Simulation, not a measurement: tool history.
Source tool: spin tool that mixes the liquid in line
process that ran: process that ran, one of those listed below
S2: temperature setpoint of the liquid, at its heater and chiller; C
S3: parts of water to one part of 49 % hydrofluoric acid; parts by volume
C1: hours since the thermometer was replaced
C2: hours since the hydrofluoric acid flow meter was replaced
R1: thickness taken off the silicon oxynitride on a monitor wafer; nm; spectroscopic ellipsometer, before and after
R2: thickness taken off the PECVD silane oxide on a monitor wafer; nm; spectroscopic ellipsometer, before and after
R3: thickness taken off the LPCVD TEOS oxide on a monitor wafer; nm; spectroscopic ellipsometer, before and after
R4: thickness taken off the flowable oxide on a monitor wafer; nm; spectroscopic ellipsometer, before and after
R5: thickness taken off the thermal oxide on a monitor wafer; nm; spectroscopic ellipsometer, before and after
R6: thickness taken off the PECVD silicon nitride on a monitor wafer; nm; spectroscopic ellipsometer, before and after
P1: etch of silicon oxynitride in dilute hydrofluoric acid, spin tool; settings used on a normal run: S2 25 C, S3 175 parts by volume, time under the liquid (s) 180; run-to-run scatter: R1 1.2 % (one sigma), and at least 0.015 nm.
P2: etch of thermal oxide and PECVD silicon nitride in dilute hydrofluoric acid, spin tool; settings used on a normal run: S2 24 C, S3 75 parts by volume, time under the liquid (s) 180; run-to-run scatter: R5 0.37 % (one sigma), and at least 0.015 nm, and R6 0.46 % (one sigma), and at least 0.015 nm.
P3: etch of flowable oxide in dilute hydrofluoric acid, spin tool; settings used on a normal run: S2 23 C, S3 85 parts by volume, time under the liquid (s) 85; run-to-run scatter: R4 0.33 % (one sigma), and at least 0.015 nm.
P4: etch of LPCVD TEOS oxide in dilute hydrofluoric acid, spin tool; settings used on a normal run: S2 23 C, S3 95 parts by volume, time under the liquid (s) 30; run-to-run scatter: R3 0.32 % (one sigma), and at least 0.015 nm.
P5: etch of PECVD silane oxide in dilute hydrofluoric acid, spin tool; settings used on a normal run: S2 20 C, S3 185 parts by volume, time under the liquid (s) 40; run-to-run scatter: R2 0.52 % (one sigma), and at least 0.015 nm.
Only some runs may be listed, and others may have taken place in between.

run 1 hour=12.7 | process_that_ran=P1 S2=25 S3=175 time_under_the_liquid_(s)=180 | C1=1582.1 C2=327.2 | R1=2.0335
run 2 hour=30.4 | process_that_ran=P1 S2=25 S3=35 time_under_the_liquid_(s)=180 | C1=1599.8 C2=344.9 | R1=11.789
run 3 hour=45.5 | process_that_ran=P5 S2=20 S3=185 time_under_the_liquid_(s)=40 | C1=1614.9 C2=360 | R2=7.8169
run 4 hour=58.8 | process_that_ran=P1 S2=25 S3=175 time_under_the_liquid_(s)=345 | C1=1628.2 C2=373.3 | R1=4.0953
run 5 hour=68 | process_that_ran=P4 S2=23 S3=95 time_under_the_liquid_(s)=15 | C1=1637.4 C2=382.5 | R3=7.0544
run 6 hour=80.6 | process_that_ran=P3 S2=18.5 S3=85 time_under_the_liquid_(s)=85 | C1=1650 C2=395.1 | R4=23.613
run 7 hour=95 | process_that_ran=P3 S2=23 S3=85 time_under_the_liquid_(s)=85 | C1=1664.4 C2=409.5 | R4=28.439
run 8 hour=108.3 | process_that_ran=P1 S2=25 S3=175 time_under_the_liquid_(s)=180 | C1=1677.7 C2=422.8 | R1=2.0639
run 9 hour=120.5 | process_that_ran=P5 S2=20 S3=185 time_under_the_liquid_(s)=15 | C1=1689.9 C2=435 | R2=2.9531
run 10 hour=135 | process_that_ran=P2 S2=24 S3=75 time_under_the_liquid_(s)=180 | C1=1704.4 C2=449.5 | R5=12.235 R6=13.048
run 11 hour=152 | process_that_ran=P1 S2=25 S3=245 time_under_the_liquid_(s)=180 | C1=1721.4 C2=466.5 | R1=1.4089
run 12 hour=166.2 | process_that_ran=P4 S2=23 S3=45 time_under_the_liquid_(s)=30 | C1=1735.6 C2=480.7 | R3=31.655
run 13 hour=184 | process_that_ran=P2 S2=28.5 S3=75 time_under_the_liquid_(s)=180 | C1=1753.4 C2=498.5 | R5=14.579 R6=17.511
run 14 hour=200.2 | process_that_ran=P1 S2=31 S3=175 time_under_the_liquid_(s)=260 | C1=1769.6 C2=514.7 | R1=3.8551
run 15 hour=217.5 | process_that_ran=P3 S2=23 S3=85 time_under_the_liquid_(s)=85 | C1=1786.9 C2=532 | R4=28.433
run 16 hour=231.7 | process_that_ran=P2 S2=24 S3=30 time_under_the_liquid_(s)=180 | C1=1801.1 C2=546.2 | R5=32.29 R6=32.176
run 17 hour=242.2 | process_that_ran=P1 S2=20 S3=280 time_under_the_liquid_(s)=180 | C1=1811.6 C2=556.7 | R1=0.93361
run 18 hour=258.4 | process_that_ran=P3 S2=23 S3=85 time_under_the_liquid_(s)=15 | C1=1827.8 C2=572.9 | R4=5.0105
run 19 hour=276.9 | process_that_ran=P1 S2=25 S3=175 time_under_the_liquid_(s)=180 | C1=1846.3 C2=591.4 | R1=2.0721
run 20 hour=291.1 | process_that_ran=P4 S2=23 S3=95 time_under_the_liquid_(s)=30 | C1=1860.5 C2=605.6 | R3=14.118
run 21 hour=304.8 | process_that_ran=P4 S2=18 S3=95 time_under_the_liquid_(s)=30 | C1=1874.2 C2=619.3 | R3=11.45
run 22 hour=314.3 | process_that_ran=P3 S2=23 S3=135 time_under_the_liquid_(s)=85 | C1=1883.7 C2=628.8 | R4=16.811
run 23 hour=322.4 | process_that_ran=P4 S2=23 S3=95 time_under_the_liquid_(s)=30 | C1=1891.8 C2=636.9 | R3=14.161
run 24 hour=335 | process_that_ran=P1 S2=25 S3=175 time_under_the_liquid_(s)=180 | C1=1904.4 C2=649.5 | R1=2.0612
run 25 hour=353.5 | process_that_ran=P5 S2=20 S3=65 time_under_the_liquid_(s)=40 | C1=1922.9 C2=668 | R2=25.546
run 26 hour=365 | process_that_ran=P2 S2=24 S3=75 time_under_the_liquid_(s)=70 | C1=1934.4 C2=679.5 | R5=4.7467 R6=5.0556
run 27 hour=380.4 | process_that_ran=P2 S2=24 S3=75 time_under_the_liquid_(s)=180 | C1=1949.8 C2=694.9 | R5=12.169 R6=13.007
run 28 hour=396.2 | process_that_ran=P5 S2=20 S3=185 time_under_the_liquid_(s)=40 | C1=1965.6 C2=710.7 | R2=7.7954
run 29 hour=413.7 | process_that_ran=P5 S2=25.5 S3=185 time_under_the_liquid_(s)=40 | C1=1983.1 C2=728.2 | R2=9.6814
run 30 hour=426 | process_that_ran=P1 S2=17.5 S3=175 time_under_the_liquid_(s)=180 | C1=1995.4 C2=740.5 | R1=1.457
run 31 hour=442.5 | process_that_ran=P1 S2=25 S3=100 time_under_the_liquid_(s)=315 | C1=2011.9 C2=757 | R1=6.6841
run 32 hour=456 | process_that_ran=P1 S2=33 S3=175 time_under_the_liquid_(s)=180 | C1=2025.4 C2=770.5 | R1=2.9221
run 33 hour=473 | process_that_ran=P1 S2=25 S3=175 time_under_the_liquid_(s)=45 | C1=2042.4 C2=787.5 | R1=0.52307
run 34 hour=485.9 | process_that_ran=P1 S2=25 S3=175 time_under_the_liquid_(s)=180 | C1=2055.3 C2=800.4 | R1=2.0844
run 35 hour=499.2 | process_that_ran=P1 S2=25 S3=175 time_under_the_liquid_(s)=180 | C1=2068.6 C2=813.7 | R1=2.0319
run 36 hour=517.3 | process_that_ran=P1 S2=25 S3=175 time_under_the_liquid_(s)=180 | C1=2086.7 C2=831.8 | R1=1.9758
run 37 hour=532.9 | process_that_ran=P1 S2=25 S3=175 time_under_the_liquid_(s)=180 | C1=2102.3 C2=847.4 | R1=1.9225
run 38 hour=551 | process_that_ran=P1 S2=25 S3=175 time_under_the_liquid_(s)=180 | C1=2120.4 C2=865.5 | R1=1.9485
run 39 hour=568.1 | process_that_ran=P1 S2=25 S3=175 time_under_the_liquid_(s)=180 | C1=2137.5 C2=882.6 | R1=1.9194
run 40 hour=585.3 | process_that_ran=P1 S2=25 S3=175 time_under_the_liquid_(s)=180 | C1=2154.7 C2=899.8 | R1=1.8938
run 41 hour=603.3 | process_that_ran=P1 S2=25 S3=175 time_under_the_liquid_(s)=180 | C1=2172.7 C2=917.8 | R1=1.9635
run 42 hour=613.5 | process_that_ran=P1 S2=25 S3=175 time_under_the_liquid_(s)=180 | C1=2182.9 C2=928 | R1=1.8882

What P1 gives has crept off from where it sat before. The 2 causes that follow fit the log equally well, each at the size noted:
A: liquid colder than its thermometer reads (K) = 1.56
B: hydrofluoric acid flow below the setpoint (%) = 5.96
At approximately hour 485.9, the process output began to creep.

Listed below are the offered check runs, one wafer per run, with question marks in place of results. For which of them would the causes give clearly different outcomes?
run check 1 hour=623.7 | process_that_ran=P2 S2=24 S3=75 time_under_the_liquid_(s)=180 | R5=? R6=?
run check 2 hour=623.7 | process_that_ran=P3 S2=23 S3=85 time_under_the_liquid_(s)=85 | R4=?
run check 3 hour=623.7 | process_that_ran=P5 S2=20 S3=185 time_under_the_liquid_(s)=40 | R2=?
run check 4 hour=623.7 | process_that_ran=P4 S2=23 S3=95 time_under_the_liquid_(s)=30 | R3=?

Check results expected under each cause:
check=check_1 result=R5 if_A=11.457 if_B=11.411
check=check_1 result=R6 if_A=11.758 if_B=12.288
check=check_2 result=R4 if_A=26.712 if_B=26.59
check=check_3 result=R2 if_A=7.3986 if_B=7.312
check=check_4 result=R3 if_A=13.263 if_B=13.188
Distance between the nearest two causes, measured in the result of the check that separates them most: check 1 4.41 %; check 2 0.46 %; check 3 1.18 %; check 4 0.57 %
Check 1 distinguishes between the causes, while the remaining checks would return nearly the same result for all of them.

Check 1 was carried out, with these results: R5 11.484 nm; R6 12.264 nm. Which of the listed causes is responsible?

It was cause B: hydrofluoric acid flow below the setpoint (%).
